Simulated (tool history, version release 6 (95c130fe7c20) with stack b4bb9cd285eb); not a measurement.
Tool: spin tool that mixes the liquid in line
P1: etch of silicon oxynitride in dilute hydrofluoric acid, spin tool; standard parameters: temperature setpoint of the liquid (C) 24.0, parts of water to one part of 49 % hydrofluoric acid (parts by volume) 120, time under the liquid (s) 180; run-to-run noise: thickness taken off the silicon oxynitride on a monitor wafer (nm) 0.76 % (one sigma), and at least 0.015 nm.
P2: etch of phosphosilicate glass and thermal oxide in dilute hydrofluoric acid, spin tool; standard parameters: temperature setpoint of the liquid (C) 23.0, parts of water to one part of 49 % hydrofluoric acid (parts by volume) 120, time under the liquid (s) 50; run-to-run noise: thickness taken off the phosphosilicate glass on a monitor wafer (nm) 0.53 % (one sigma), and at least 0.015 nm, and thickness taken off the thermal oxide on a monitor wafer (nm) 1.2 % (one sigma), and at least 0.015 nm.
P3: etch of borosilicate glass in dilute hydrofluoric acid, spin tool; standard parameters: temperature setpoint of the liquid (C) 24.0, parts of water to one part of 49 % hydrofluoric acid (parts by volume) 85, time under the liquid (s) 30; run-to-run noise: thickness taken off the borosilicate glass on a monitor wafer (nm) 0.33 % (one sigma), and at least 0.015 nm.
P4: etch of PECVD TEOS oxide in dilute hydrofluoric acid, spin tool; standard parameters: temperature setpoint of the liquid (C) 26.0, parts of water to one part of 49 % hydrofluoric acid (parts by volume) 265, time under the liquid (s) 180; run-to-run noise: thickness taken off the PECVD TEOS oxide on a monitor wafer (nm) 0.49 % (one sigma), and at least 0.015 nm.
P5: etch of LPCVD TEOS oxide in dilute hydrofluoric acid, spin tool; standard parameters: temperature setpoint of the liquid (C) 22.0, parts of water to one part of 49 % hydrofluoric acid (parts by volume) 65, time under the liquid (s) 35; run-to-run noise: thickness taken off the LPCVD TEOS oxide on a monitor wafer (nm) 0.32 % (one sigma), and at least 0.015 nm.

run   hour  process that ran  temperature setpoint of the liquid (C)  parts of water to one part of 49 % hydrofluoric acid (parts by volume)  time under the liquid (s)  thickness taken off the silicon oxynitride on a monitor wafer (nm)  thickness taken off the PECVD TEOS oxide on a monitor wafer (nm)  thickness taken off the LPCVD TEOS oxide on a monitor wafer (nm)  thickness taken off the borosilicate glass on a monitor wafer (nm)  thickness taken off the phosphosilicate glass on a monitor wafer (nm)  thickness taken off the thermal oxide on a monitor wafer (nm)
  1    4.5                P1                                    24.0                                                                     120                        180                                                              2.7749
  2    8.6                P4                                    19.0                                                                     265                        180                                                                                                                                4.2437
  3   15.6                P5                                    22.0                                                                      65                         65                                                                                                                                                                                                 20.7260
  4   19.5                P1                                    17.5                                                                     120                        180                                                              2.0772
  5   23.5                P3                                    24.0                                                                      20                         30                                                                                                                                                                                                                                                                     49.7640
  6   28.3                P2                                    23.0                                                                     120                         75                                                                                                                                                                                                                                                                                                                                             85.992                                                         3.1367
  7   32.4                P5                                    17.0                                                                      65                         35                                                                                                                                                                                                  9.0183
  8   36.2                P5                                    22.0                                                                      65                         35                                                                                                                                                                                                 11.1750
  9   41.6                P3                                    24.0                                                                      85                         30                                                                                                                                                                                                                                                                     10.8060
 10   46.6                P1                                    24.0                                                                     120                        180                                                              2.7932
 11   52.7                P1                                    24.0                                                                     120                        100                                                              1.5532
 12   59.7                P2                                    27.0                                                                     120                         50                                                                                                                                                                                                                                                                                                                                             67.361                                                         2.3730
 13   64.1                P3                                    24.0                                                                      85                         30                                                                                                                                                                                                                                                                     10.7040
 14   68.2                P5                                    22.0                                                                      95                         35                                                                                                                                                                                                  7.3111
 15   72.3                P2                                    23.0                                                                     120                         50                                                                                                                                                                                                                                                                                                                                             57.403                                                         2.0336
 16   79.6                P1                                    24.0                                                                     120                        180                                                              2.8144
 17   83.1                P1                                    24.0                                                                     120                        180                                                              2.7861
 18   90.3                P4                                    26.0                                                                     265                        180                                                                                                                                5.3741
 19   95.7                P1                                    31.0                                                                     120                        180                                                              3.8329
 20   99.0                P1                                    29.5                                                                     120                        325                                                              6.5804
 21  104.8                P1                                    24.0                                                                     120                        275                                                              4.3128
     109.6  -- thermometer replaced
 22  110.4                P4                                    26.0                                                                     265                         80                                                                                                                                2.4353
 23  117.6                P1                                    24.0                                                                     185                        180                                                              1.7298
 24  124.7                P4                                    26.0                                                                     265                        180                                                                                                                                5.3592
 25  129.0                P3                                    17.0                                                                      85                         30                                                                                                                                                                                                                                                                      8.0136
 26  134.5                P2                                    23.0                                                                      55                         50                                                                                                                                                                                                                                                                                                                                            135.090                                                         4.8162
 27  138.3                P1                                    24.0                                                                      60                        180                                                              5.8394
 28  141.8                P5                                    22.0                                                                      65                         35                                                                                                                                                                                                 11.1270
 29  145.3                P4                                    26.0                                                                     410                        180                                                                                                                                3.0358
 30  150.5                P3                                    24.0                                                                      85                         15                                                                                                                                                                                                                                                                      5.3722
 31  153.9                P1                                    24.0                                                                     120                        180                                                              2.8240
 32  159.6                P1                                    24.0                                                                     120                        180                                                              2.7124
 33  164.4                P1                                    24.0                                                                     120                        180                                                              2.7107
 34  171.0                P1                                    24.0                                                                     120                        180                                                              2.6797
 35  175.6                P1                                    24.0                                                                     120                        180                                                              2.5872
 36  178.7                P1                                    24.0                                                                     120                        180                                                              2.6445
 37  183.8                P1                                    24.0                                                                     120                        180                                                              2.6033

The next listed run, before its measurement:
 38  187.7                P1                                    24.0                                                                     120                        180                                                                   ?

Run 38 came out at thickness taken off the silicon oxynitride on a monitor wafer (nm) 2.6535.
